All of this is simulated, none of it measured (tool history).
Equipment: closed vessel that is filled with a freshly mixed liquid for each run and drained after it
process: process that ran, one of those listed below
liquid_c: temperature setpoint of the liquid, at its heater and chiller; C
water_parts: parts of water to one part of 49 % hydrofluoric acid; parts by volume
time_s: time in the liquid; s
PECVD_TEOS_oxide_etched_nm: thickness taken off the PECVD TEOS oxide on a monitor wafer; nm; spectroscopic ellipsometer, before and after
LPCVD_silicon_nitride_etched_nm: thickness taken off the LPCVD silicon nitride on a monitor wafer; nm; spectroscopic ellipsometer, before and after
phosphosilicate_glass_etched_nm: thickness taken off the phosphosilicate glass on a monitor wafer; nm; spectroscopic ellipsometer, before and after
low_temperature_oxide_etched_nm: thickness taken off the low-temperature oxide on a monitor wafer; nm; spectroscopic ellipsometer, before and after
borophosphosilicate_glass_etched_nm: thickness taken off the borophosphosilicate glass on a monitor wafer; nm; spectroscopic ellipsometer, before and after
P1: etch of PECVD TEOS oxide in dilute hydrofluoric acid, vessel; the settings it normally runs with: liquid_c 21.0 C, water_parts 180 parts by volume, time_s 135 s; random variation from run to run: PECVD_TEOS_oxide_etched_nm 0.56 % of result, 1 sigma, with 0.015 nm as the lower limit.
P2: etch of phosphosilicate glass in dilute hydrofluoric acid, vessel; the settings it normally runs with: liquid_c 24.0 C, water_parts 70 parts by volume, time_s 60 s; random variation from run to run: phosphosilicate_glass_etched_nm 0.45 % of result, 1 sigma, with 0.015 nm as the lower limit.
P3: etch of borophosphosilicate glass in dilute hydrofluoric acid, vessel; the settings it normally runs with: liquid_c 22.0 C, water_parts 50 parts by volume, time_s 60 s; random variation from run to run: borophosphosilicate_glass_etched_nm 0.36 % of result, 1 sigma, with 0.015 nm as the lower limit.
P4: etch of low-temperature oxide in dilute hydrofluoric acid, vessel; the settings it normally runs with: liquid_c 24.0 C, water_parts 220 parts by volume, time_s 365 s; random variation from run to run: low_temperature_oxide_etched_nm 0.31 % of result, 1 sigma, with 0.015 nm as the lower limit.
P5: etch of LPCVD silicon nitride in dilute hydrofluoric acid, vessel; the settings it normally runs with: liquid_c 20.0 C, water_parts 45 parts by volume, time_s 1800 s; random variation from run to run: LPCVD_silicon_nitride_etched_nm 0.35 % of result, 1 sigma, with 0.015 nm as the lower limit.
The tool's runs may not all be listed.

run,hour,process,liquid_c,water_parts,time_s,PECVD_TEOS_oxide_etched_nm,LPCVD_silicon_nitride_etched_nm,phosphosilicate_glass_etched_nm,low_temperature_oxide_etched_nm,borophosphosilicate_glass_etched_nm
1,6.5,P1,21.0,180,135,8.2528,,,,
2,19.4,P5,20.0,30,1800,,19.859,,,
3,26.6,P2,30.5,70,60,,,129.840,,
4,33.8,P4,24.0,220,365,,,,48.8310,
5,41.2,P1,17.5,180,135,7.2542,,,,
6,54.4,P3,22.0,50,90,,,,,122.350
7,60.7,P4,24.0,220,30,,,,4.0056,
8,69.8,P2,24.0,70,30,,,50.629,,
9,80.6,P1,17.0,180,215,11.1540,,,,
10,88.3,P3,22.0,50,60,,,,,81.784
11,96.0,P1,21.0,35,135,49.8600,,,,
12,103.0,P1,21.0,180,30,1.7937,,,,
13,109.4,P2,24.0,70,60,,,99.536,,
14,115.9,P4,17.0,220,365,,,,37.6120,
15,127.1,P3,22.0,80,60,,,,,49.315
16,139.2,P1,21.0,180,135,8.2413,,,,
# hour 140.7: hydrofluoric acid flow meter replaced
17,150.4,P3,18.0,50,60,,,,,68.418
18,164.1,P4,24.0,385,365,,,,23.8510,
19,170.5,P2,24.0,125,60,,,52.580,,
20,177.6,P1,21.0,180,135,8.1909,,,,
21,190.9,P1,17.5,180,200,10.6880,,,,
22,200.1,P5,20.0,45,1800,,13.517,,,
23,211.8,P1,21.0,330,135,3.8681,,,,
24,222.5,P1,21.0,180,135,8.2534,,,,
25,231.9,P5,28.0,45,1800,,23.068,,,
26,244.9,P1,21.0,180,195,11.7740,,,,
27,251.6,P1,26.5,180,135,10.1640,,,,
28,263.0,P4,24.0,220,365,,,,48.8380,
29,271.4,P5,20.0,45,2700,,20.184,,,
30,282.7,P1,21.0,180,135,8.3248,,,,
31,289.8,P1,21.0,180,135,8.4182,,,,
32,302.7,P1,21.0,180,135,8.5212,,,,
33,311.9,P1,21.0,180,135,8.6373,,,,
34,322.5,P1,21.0,180,135,8.7805,,,,
35,330.7,P1,21.0,180,135,8.7593,,,,
36,341.7,P1,21.0,180,135,8.7525,,,,

What P1 gives has crept off from where it sat before. The 2 causes that follow fit the log equally well, each at the size noted:
A: hydrofluoric acid flow above the setpoint (%) = 5.57
B: liquid hotter than its thermometer reads (K) = 1.67
The gradual shift began around hour 282.7.

Which of the 4 check runs listed below separates the causes, so that each cause would produce a clearly different result? Each run uses one wafer, and its results are marked with question marks.
check 1,352.7,P2,24.0,125,30,,,?,,
check 2,352.7,P4,21.0,220,40,,,,?,
check 3,352.7,P3,22.0,80,60,,,,,?
check 4,352.7,P5,24.5,30,1800,,?,,,

Outcome of each check run for each possible cause:
check,result,if A,if B
check 1,phosphosilicate_glass_etched_nm,27.910,27.977
check 2,low_temperature_oxide_etched_nm,5.1256,5.1090
check 3,borophosphosilicate_glass_etched_nm,51.922,52.366
check 4,LPCVD_silicon_nitride_etched_nm,28.617,30.399
Minimum pairwise separation of causes per check, each pair taken at its best-separating result: check 1 0.24 %; check 2 0.33 %; check 3 0.85 %; check 4 6.04 %
Of the check runs offered, only check 4 discriminates between the causes; the rest would read about the same regardless of which cause applies.

Here is what check 4 returned: LPCVD_silicon_nitride_etched_nm 30.211 nm. Which cause is it?

The cause is B: liquid hotter than its thermometer reads (K).
